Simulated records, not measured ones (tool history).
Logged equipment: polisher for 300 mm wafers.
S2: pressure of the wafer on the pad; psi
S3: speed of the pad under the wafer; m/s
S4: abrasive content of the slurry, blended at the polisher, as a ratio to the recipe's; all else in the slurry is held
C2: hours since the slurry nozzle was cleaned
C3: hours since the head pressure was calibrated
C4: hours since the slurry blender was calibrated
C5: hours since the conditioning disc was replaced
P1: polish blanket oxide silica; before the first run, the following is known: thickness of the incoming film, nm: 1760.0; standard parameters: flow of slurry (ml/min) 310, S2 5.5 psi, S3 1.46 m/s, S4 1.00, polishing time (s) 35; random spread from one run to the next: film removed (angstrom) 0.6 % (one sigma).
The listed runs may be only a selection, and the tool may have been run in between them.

run 1 hour=6.2 | flow_of_slurry_(ml/min)=310 S2=5.5 S3=1.46 S4=1.00 polishing_time_(s)=35 | wafers_polished_on_this_pad=588 C2=385.1 C3=288.5 C4=57.4 C5=95.0 | film_removed_(angstrom)=1545.10
run 2 hour=14.8 | flow_of_slurry_(ml/min)=465 S2=5.5 S3=1.46 S4=1.00 polishing_time_(s)=35 | wafers_polished_on_this_pad=661 C2=393.7 C3=297.1 C4=66.0 C5=103.6 | film_removed_(angstrom)=1586.00
run 3 hour=21.1 | flow_of_slurry_(ml/min)=310 S2=5.5 S3=1.46 S4=1.00 polishing_time_(s)=35 | wafers_polished_on_this_pad=714 C2=400.0 C3=303.4 C4=72.3 C5=109.9 | film_removed_(angstrom)=1521.90
run 4 hour=27.5 | flow_of_slurry_(ml/min)=310 S2=5.5 S3=1.46 S4=1.25 polishing_time_(s)=35 | wafers_polished_on_this_pad=768 C2=406.4 C3=309.8 C4=78.7 C5=116.3 | film_removed_(angstrom)=1714.20
run 5 hour=37.2 | flow_of_slurry_(ml/min)=310 S2=8.0 S3=1.46 S4=1.00 polishing_time_(s)=35 | wafers_polished_on_this_pad=851 C2=416.1 C3=319.5 C4=88.4 C5=126.0 | film_removed_(angstrom)=2224.80
run 6 hour=44.4 | flow_of_slurry_(ml/min)=310 S2=2.9 S3=1.46 S4=1.00 polishing_time_(s)=35 | wafers_polished_on_this_pad=912 C2=423.3 C3=326.7 C4=95.6 C5=133.2 | film_removed_(angstrom)=807.49
run 7 hour=52.7 | flow_of_slurry_(ml/min)=185 S2=5.5 S3=1.88 S4=1.00 polishing_time_(s)=35 | wafers_polished_on_this_pad=982 C2=431.6 C3=335.0 C4=103.9 C5=141.5 | film_removed_(angstrom)=1784.90
run 8 hour=61.0 | flow_of_slurry_(ml/min)=310 S2=5.5 S3=1.46 S4=1.00 polishing_time_(s)=22 | wafers_polished_on_this_pad=1052 C2=439.9 C3=343.3 C4=112.2 C5=149.8 | film_removed_(angstrom)=966.88
run 9 hour=65.9 | flow_of_slurry_(ml/min)=310 S2=5.5 S3=1.46 S4=0.50 polishing_time_(s)=35 | wafers_polished_on_this_pad=1094 C2=444.8 C3=348.2 C4=117.1 C5=154.7 | film_removed_(angstrom)=1052.00
run 10 hour=72.5 | flow_of_slurry_(ml/min)=310 S2=5.5 S3=1.04 S4=1.00 polishing_time_(s)=35 | wafers_polished_on_this_pad=1150 C2=451.4 C3=354.8 C4=123.7 C5=161.3 | film_removed_(angstrom)=1168.30
run 11 hour=79.5 | flow_of_slurry_(ml/min)=310 S2=5.5 S3=2.30 S4=1.00 polishing_time_(s)=35 | wafers_polished_on_this_pad=1209 C2=458.4 C3=361.8 C4=130.7 C5=168.3 | film_removed_(angstrom)=2211.70
run 12 hour=85.0 | flow_of_slurry_(ml/min)=185 S2=5.5 S3=1.46 S4=1.00 polishing_time_(s)=35 | wafers_polished_on_this_pad=1255 C2=463.9 C3=367.3 C4=136.2 C5=173.8 | film_removed_(angstrom)=1453.00
run 13 hour=92.6 | flow_of_slurry_(ml/min)=310 S2=5.5 S3=1.46 S4=1.00 polishing_time_(s)=35 | wafers_polished_on_this_pad=1320 C2=471.5 C3=374.9 C4=143.8 C5=181.4 | film_removed_(angstrom)=1548.20
run 14 hour=101.3 | flow_of_slurry_(ml/min)=310 S2=5.5 S3=1.46 S4=1.00 polishing_time_(s)=47 | wafers_polished_on_this_pad=1394 C2=480.2 C3=383.6 C4=152.5 C5=190.1 | film_removed_(angstrom)=2061.50
run 15 hour=110.7 | flow_of_slurry_(ml/min)=310 S2=5.5 S3=1.46 S4=1.00 polishing_time_(s)=35 | wafers_polished_on_this_pad=1473 C2=489.6 C3=393.0 C4=161.9 C5=199.5 | film_removed_(angstrom)=1526.70
run 16 hour=116.0 | flow_of_slurry_(ml/min)=310 S2=5.5 S3=1.46 S4=1.00 polishing_time_(s)=35 | wafers_polished_on_this_pad=1518 C2=494.9 C3=398.3 C4=167.2 C5=204.8 | film_removed_(angstrom)=1532.00
run 17 hour=122.8 | flow_of_slurry_(ml/min)=310 S2=5.5 S3=1.46 S4=1.00 polishing_time_(s)=35 | wafers_polished_on_this_pad=1576 C2=501.7 C3=405.1 C4=174.0 C5=211.6 | film_removed_(angstrom)=1472.40
run 18 hour=128.0 | flow_of_slurry_(ml/min)=310 S2=5.5 S3=1.46 S4=1.00 polishing_time_(s)=35 | wafers_polished_on_this_pad=1620 C2=506.9 C3=410.3 C4=179.2 C5=216.8 | film_removed_(angstrom)=1429.60
run 19 hour=134.6 | flow_of_slurry_(ml/min)=310 S2=5.5 S3=1.46 S4=1.00 polishing_time_(s)=35 | wafers_polished_on_this_pad=1676 C2=513.5 C3=416.9 C4=185.8 C5=223.4 | film_removed_(angstrom)=1394.20
run 20 hour=142.2 | flow_of_slurry_(ml/min)=310 S2=5.5 S3=1.46 S4=1.00 polishing_time_(s)=35 | wafers_polished_on_this_pad=1740 C2=521.1 C3=424.5 C4=193.4 C5=231.0 | film_removed_(angstrom)=1362.20
-- hour=144.0 head pressure recalibrated
-- hour=146.5 conditioning disc replaced and pad reconditioned
run 21 hour=150.8 | flow_of_slurry_(ml/min)=310 S2=5.5 S3=1.46 S4=1.00 polishing_time_(s)=35 | wafers_polished_on_this_pad=1813 C2=529.7 C3=6.8 C4=202.0 C5=4.4 | film_removed_(angstrom)=1352.10
run 22 hour=158.1 | flow_of_slurry_(ml/min)=310 S2=5.5 S3=1.46 S4=1.00 polishing_time_(s)=35 | wafers_polished_on_this_pad=1875 C2=537.0 C3=14.1 C4=209.3 C5=11.7 | film_removed_(angstrom)=1375.20
run 23 hour=167.8 | flow_of_slurry_(ml/min)=310 S2=5.5 S3=1.46 S4=1.00 polishing_time_(s)=35 | wafers_polished_on_this_pad=1957 C2=546.7 C3=23.8 C4=219.0 C5=21.4 | film_removed_(angstrom)=1352.80
run 24 hour=178.2 | flow_of_slurry_(ml/min)=310 S2=5.5 S3=1.46 S4=1.00 polishing_time_(s)=35 | wafers_polished_on_this_pad=2045 C2=557.1 C3=34.2 C4=229.4 C5=31.8 | film_removed_(angstrom)=1354.90

The output of P1 has drifted from where it used to be. Each of the 2 causes below, taken at the size shown beside it, accounts for the log equally well:
A: abrasive missing from the slurry, % = 24.8
B: removal rate lost through wear of the pad, % = 13
At approximately hour 116.0, the process output began to creep.
Other possible causes, and why each is ruled out:
slurry flow missing at the pad, %: at its largest 40, which would move film removed (angstrom) by -5.6 %, too little to match the creep or of the wrong sign
head's pressure below its setpoint, %: maintenance at hour 144.0, after the shift began, did not return the process to its former output
time polished since the conditioner stopped cutting, s: maintenance at hour 146.5, after the shift began, did not return the process to its former output

Of the 4 check runs below, each run on 3 wafers with the results averaged and each result still a question mark, which one would tell the listed causes apart?
run check 1 hour=188.6 | flow_of_slurry_(ml/min)=245 S2=5.5 S3=2.28 S4=1.00 polishing_time_(s)=35 | film_removed_(angstrom)=?
run check 2 hour=188.6 | flow_of_slurry_(ml/min)=310 S2=3.6 S3=1.46 S4=1.00 polishing_time_(s)=35 | film_removed_(angstrom)=?
run check 3 hour=188.6 | flow_of_slurry_(ml/min)=310 S2=5.5 S3=1.46 S4=0.70 polishing_time_(s)=35 | film_removed_(angstrom)=?
run check 4 hour=188.6 | flow_of_slurry_(ml/min)=430 S2=5.5 S3=2.18 S4=1.00 polishing_time_(s)=35 | film_removed_(angstrom)=?

Outcome of each check run for each possible cause:
check=check_1 result=film_removed_(angstrom) if_A=1871.20 if_B=1872.00
check=check_2 result=film_removed_(angstrom) if_A=877.36 if_B=877.73
check=check_3 result=film_removed_(angstrom) if_A=1094.00 if_B=1122.30
check=check_4 result=film_removed_(angstrom) if_A=1892.90 if_B=1893.70
Gap, in per cent, between the two causes that each check separates least, read from the result that separates them most: check 1 0.04 %; check 2 0.04 %; check 3 2.56 %; check 4 0.04 %
Of the check runs offered, only check 3 discriminates between the causes; the rest would read about the same regardless of which cause applies.

Running check 3 produced the following: film removed (angstrom) 1121.30. Which one of the listed causes fits?

The cause is B: removal rate lost through wear of the pad, %.
